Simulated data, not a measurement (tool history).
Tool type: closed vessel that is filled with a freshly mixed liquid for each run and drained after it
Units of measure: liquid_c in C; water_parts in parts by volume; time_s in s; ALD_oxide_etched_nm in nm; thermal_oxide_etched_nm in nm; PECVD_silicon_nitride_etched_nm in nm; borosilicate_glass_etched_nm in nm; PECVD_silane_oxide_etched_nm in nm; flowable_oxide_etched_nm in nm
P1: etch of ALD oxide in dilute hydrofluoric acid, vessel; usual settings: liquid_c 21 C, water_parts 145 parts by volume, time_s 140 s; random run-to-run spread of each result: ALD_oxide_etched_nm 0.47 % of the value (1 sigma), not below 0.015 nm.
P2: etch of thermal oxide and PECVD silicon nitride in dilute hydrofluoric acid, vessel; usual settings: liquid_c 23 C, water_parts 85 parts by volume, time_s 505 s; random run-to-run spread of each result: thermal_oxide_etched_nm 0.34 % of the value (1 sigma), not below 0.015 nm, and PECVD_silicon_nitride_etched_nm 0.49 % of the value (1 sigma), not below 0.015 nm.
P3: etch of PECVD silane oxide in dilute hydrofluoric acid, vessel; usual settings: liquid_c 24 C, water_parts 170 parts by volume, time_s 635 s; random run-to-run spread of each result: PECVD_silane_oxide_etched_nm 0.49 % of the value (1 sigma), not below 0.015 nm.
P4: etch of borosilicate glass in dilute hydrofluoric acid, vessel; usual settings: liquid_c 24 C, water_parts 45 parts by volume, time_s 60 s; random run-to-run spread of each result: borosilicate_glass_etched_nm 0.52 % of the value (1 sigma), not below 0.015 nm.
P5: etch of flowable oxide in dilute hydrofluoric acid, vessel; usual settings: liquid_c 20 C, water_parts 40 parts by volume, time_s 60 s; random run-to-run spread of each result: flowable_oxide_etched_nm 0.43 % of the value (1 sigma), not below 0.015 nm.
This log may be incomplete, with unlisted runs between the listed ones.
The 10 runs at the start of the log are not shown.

run   hour  process  liquid_c  water_parts  time_s  ALD_oxide_etched_nm  thermal_oxide_etched_nm  PECVD_silicon_nitride_etched_nm  borosilicate_glass_etched_nm  PECVD_silane_oxide_etched_nm  flowable_oxide_etched_nm
 11   92.7       P1        21          145     240               29.389
 12  103.1       P1        21          145     140               16.991
 13  108.6       P5        20           70      60                                                                                                                                                               22.684
 14  117.3       P1        21           85     140               31.047
 15  125.3       P1        21          215      40               3.0586
 16  130.3       P5        20           40      60                                                                                                                                                               40.948
 17  138.8       P1        21          145     140               17.227
 18  149.8       P1        17          145     140               14.478
 19    156       P4        24           75      60                                                                                                        44.72
 20  162.6       P3        24           30     635                                                                                                                                     354.55
 21  169.7       P1        21          145     140               17.109
 22  175.8       P1        21          145      75               9.1551
 23    181       P1        21          145     140               17.038
 24  189.4       P4        24           45     100                                                                                                        128.3
 25    200       P4        24           45      60                                                                                                       78.236
 26  207.7       P3        24          170     635                                                                                                                                     52.546
 27  216.2       P3        29          170     635                                                                                                                                     63.455
 28  226.5       P1      26.5           45     140               77.425
 29  236.5       P1        21          235     140               9.6219
 30  247.2       P2        23          145     505                                        15.664                           18.786
 31  254.3       P4        24           45      60                                                                                                       77.278
 32  264.4       P2        23           85     985                                        56.078                           61.818

Run 33 has not been measured yet. What should we expect?
 33  269.3       P1      28.5          145      55                    ?

ALD_oxide_etched_nm: 8.9742 nm
